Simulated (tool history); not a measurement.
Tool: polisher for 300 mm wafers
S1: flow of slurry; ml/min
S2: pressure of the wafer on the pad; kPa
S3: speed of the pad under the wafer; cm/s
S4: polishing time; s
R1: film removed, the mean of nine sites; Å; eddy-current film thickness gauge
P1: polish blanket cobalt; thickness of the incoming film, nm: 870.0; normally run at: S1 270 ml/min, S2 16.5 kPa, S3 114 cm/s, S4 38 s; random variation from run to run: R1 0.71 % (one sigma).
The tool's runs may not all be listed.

run	hour	S1	S2	S3	S4	R1
1	5.2	270	16.5	114	38	3050.4
2	11.1	270	16.5	114	38	3004.2
3	17.7	270	16.5	114	54	4303.4
4	23.6	270	16.5	114	38	3033.6
5	29.3	270	16.5	114	38	3026.7
6	35.9	270	16.5	114	38	3047.4
7	41.5	270	16.5	114	28	2246.8
8	46.1	410	16.5	114	38	3137.3
9	52.1	270	16.5	114	38	3035.7
10	57.2	270	16.5	74	27	1400.7
11	62.3	270	16.5	164	38	4395.5
12	68.4	160	16.5	114	38	2850.6
13	72.5	270	16.5	52	38	1373.2
14	78.5	270	7.6	114	38	1409.0
15	83.9	270	21.4	114	38	3892.7
16	90.1	270	16.5	114	38	3036.5
17	96.5	270	16.5	114	38	2986.4
18	100.9	270	16.5	114	38	2993.8

The next listed run, before its measurement:
19	108.4	270	16.5	114	38	?

R1: 2964.3 Å
